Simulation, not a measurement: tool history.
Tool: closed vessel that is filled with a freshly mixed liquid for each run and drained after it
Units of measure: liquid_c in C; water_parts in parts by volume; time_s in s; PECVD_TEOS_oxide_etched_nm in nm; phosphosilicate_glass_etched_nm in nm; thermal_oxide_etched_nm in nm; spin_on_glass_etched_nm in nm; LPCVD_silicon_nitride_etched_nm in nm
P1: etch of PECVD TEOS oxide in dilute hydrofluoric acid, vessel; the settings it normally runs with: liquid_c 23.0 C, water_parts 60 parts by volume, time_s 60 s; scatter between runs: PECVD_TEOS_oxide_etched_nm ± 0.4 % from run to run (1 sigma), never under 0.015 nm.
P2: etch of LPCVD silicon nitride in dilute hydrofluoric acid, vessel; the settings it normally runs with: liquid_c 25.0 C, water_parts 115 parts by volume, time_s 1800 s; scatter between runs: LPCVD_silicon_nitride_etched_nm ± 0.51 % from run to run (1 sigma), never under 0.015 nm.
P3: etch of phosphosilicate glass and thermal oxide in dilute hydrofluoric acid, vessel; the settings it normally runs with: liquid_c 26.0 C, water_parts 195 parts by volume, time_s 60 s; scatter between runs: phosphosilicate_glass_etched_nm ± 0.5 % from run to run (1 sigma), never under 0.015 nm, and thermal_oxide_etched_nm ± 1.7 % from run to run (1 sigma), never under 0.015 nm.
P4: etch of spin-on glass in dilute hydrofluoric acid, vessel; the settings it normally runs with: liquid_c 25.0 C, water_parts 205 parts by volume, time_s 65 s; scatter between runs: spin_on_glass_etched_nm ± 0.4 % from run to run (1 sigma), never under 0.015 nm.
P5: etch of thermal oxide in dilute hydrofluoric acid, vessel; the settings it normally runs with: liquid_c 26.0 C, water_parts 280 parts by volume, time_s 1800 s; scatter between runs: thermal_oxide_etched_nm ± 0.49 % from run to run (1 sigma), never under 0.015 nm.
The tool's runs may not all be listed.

run   hour  process  liquid_c  water_parts  time_s  PECVD_TEOS_oxide_etched_nm  phosphosilicate_glass_etched_nm  thermal_oxide_etched_nm  spin_on_glass_etched_nm  LPCVD_silicon_nitride_etched_nm
  1    9.4       P1      23.0           60      60                      15.666
  2   15.2       P3      18.0          195      60                                                       26.787                  1.10640
  3   23.2       P1      23.0           60      60                      15.621
  4   31.0       P5      26.0          280    2825                                                                              41.44900
  5   38.0       P1      23.0           60      60                      15.735
  6   47.0       P4      25.0          205      65                                                                                                        10.7990
  7   57.0       P1      23.0           60     115                      29.968
  8   62.4       P1      18.5           60      60                      12.994
  9   68.6       P1      23.0           60      60                      15.590
 10   76.3       P3      26.0           45      60                                                      189.330                  7.53040
 11   85.7       P1      23.0           60      60                      15.598
 12   96.9       P5      19.5          280    1800                                                                              20.74000
 13  104.4       P1      23.0           35      30                      13.741
 14  115.0       P1      23.0           60      60                      15.645
 15  123.0       P1      23.0           20      85                      70.092
 16  131.6       P2      17.5          115    1800                                                                                                                                         5.32710
 17  136.6       P1      17.0           30      60                      24.982
 18  142.8       P5      26.0          280    1800                                                                              26.17800
 19  151.6       P3      26.0          195      30                                                       17.949                  0.72134
 20  162.8       P2      25.0          115    1800                                                                                                                                         8.84010
 21  168.9       P2      25.0          115      30                                                                                                                                         0.14523
 22  179.5       P1      23.0           60      30                       7.809
 23  187.9       P1      23.0           80      60                      11.394
 24  197.5       P4      25.0          205     130                                                                                                        21.4380
 25  202.9       P1      23.0           60      60                      15.578
 26  210.9       P4      20.0          205      65                                                                                                         8.8418
 27  222.0       P2      25.0          115    1800                                                                                                                                         8.88570
 28  227.2       P3      26.0          195      60                                                       36.128                  1.45700
 29  232.5       P4      25.0           45      65                                                                                                        60.0830
 30  243.7       P5      26.0           45    1800                                                                             216.64000
 31  254.2       P5      26.0          280    1800                                                                              26.41500
 32  263.1       P1      27.5           60      60                      18.710
 33  271.7       P2      25.0          185    1800                                                                                                                                         5.53690
 34  278.3       P1      23.0           30      60                      32.732
 35  285.1       P1      23.0           60      60                      15.614
 36  295.3       P1      23.0           60      60                      15.102
 37  306.0       P1      23.0           60      60                      14.703
 38  314.0       P1      23.0           60      60                      14.611
 39  322.6       P1      23.0           60      60                      14.471
 40  331.0       P1      23.0           60      60                      14.463
 41  342.0       P1      23.0           60      60                      14.310
 42  347.9       P1      23.0           60      60                      14.287
 43  357.6       P1      23.0           60      60                      14.343
 44  368.3       P1      23.0           60      60                      14.229
 45  373.9       P1      23.0           60      60                      14.344

Compared with where it was, what P1 gives has crept away. Each cause listed below fits the log as well as the rest, at the size given for it:
A: hydrofluoric acid flow below the setpoint (%) = 8.1
B: liquid colder than its thermometer reads (K) = 2.2
The drift started at roughly hour 285.1.

Below are 4 check runs, each on a single wafer, with their results shown as question marks. Which of them would tell the listed causes apart, meaning the causes would give clearly different results under it?
check 1  379.5       P5      26.0          100    2735                                                                                     ?
check 2  379.5       P2      19.5          155    1800                                                                                                                                               ?
check 3  379.5       P3      26.0           55      60                                                            ?                        ?
check 4  379.5       P4      25.0           80     100                                                                                                              ?

If the cause were each of the candidates in turn, the checks would give the following:
  check                           result       if A       if B
check 1          thermal_oxide_etched_nm  125.06000  126.23000
check 2  LPCVD_silicon_nitride_etched_nm    4.23480    3.96150
check 3  phosphosilicate_glass_etched_nm    139.570    139.810
check 3          thermal_oxide_etched_nm    5.63870    5.64810
check 4          spin_on_glass_etched_nm    44.8450    45.0710
How far apart the two closest causes lie, in the result that separates them most: check 1 0.93 %; check 2 6.67 %; check 3 0.17 %; check 4 0.5 %
Only check 2 tells the causes apart: in the others they would give nearly the same result.

Then check 2 was run and gave: LPCVD_silicon_nitride_etched_nm 3.98160 nm. Which cause is it?

The cause is B: liquid colder than its thermometer reads (K).
